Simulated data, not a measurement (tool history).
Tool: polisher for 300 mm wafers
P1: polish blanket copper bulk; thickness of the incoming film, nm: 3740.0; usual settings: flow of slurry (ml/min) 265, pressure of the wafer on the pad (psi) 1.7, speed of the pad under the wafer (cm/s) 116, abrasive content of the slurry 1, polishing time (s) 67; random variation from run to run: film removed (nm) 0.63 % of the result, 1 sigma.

run,hour,flow of slurry (ml/min),pressure of the wafer on the pad (psi),speed of the pad under the wafer (cm/s),abrasive content of the slurry,polishing time (s),film removed (nm)
1,15.7,265,1.7,116,1,67,371.43
2,29.2,265,1.2,116,1,67,262.55
3,43.6,160,1.7,116,1,67,339.13
4,56.4,265,1.7,116,0.7,67,336.92
5,66.6,265,1.1,116,0.55,67,210.99
6,80.1,265,1.7,116,1.45,103,618.3
7,89.6,265,1.7,116,1,87,479.34
8,101.9,265,1.7,116,1,67,366.75
9,113.7,265,1.7,116,1.35,67,395.32
10,121.5,265,1.7,116,1,46,254.03
11,135.5,350,1.7,116,1,67,375.73
12,147.2,265,1.7,116,1,67,374.86
13,158.8,265,2.5,116,1,67,542.69
14,174.6,265,1.7,116,1,67,367.71
15,187.5,265,1.7,116,1,67,367.75
16,195.9,265,1.7,52,1,67,166.4
17,208,265,1.7,56,0.7,67,166.26
18,215.9,265,1.7,116,1,67,369.03
19,224,265,1.7,116,1,67,370.13
20,232.4,265,1.7,168,1,67,538.09
21,247.5,265,1.7,116,1,67,368.85
22,263.2,265,1.7,116,1,67,362.41
23,278.8,265,1.7,116,1,67,353.24
24,289.5,265,1.7,116,1,67,352.16

Run 25 comes next. What will it give?
# hour 293.5: head pressure recalibrated
25,297.1,265,1.7,116,1,67,?

film removed (nm): 352.19
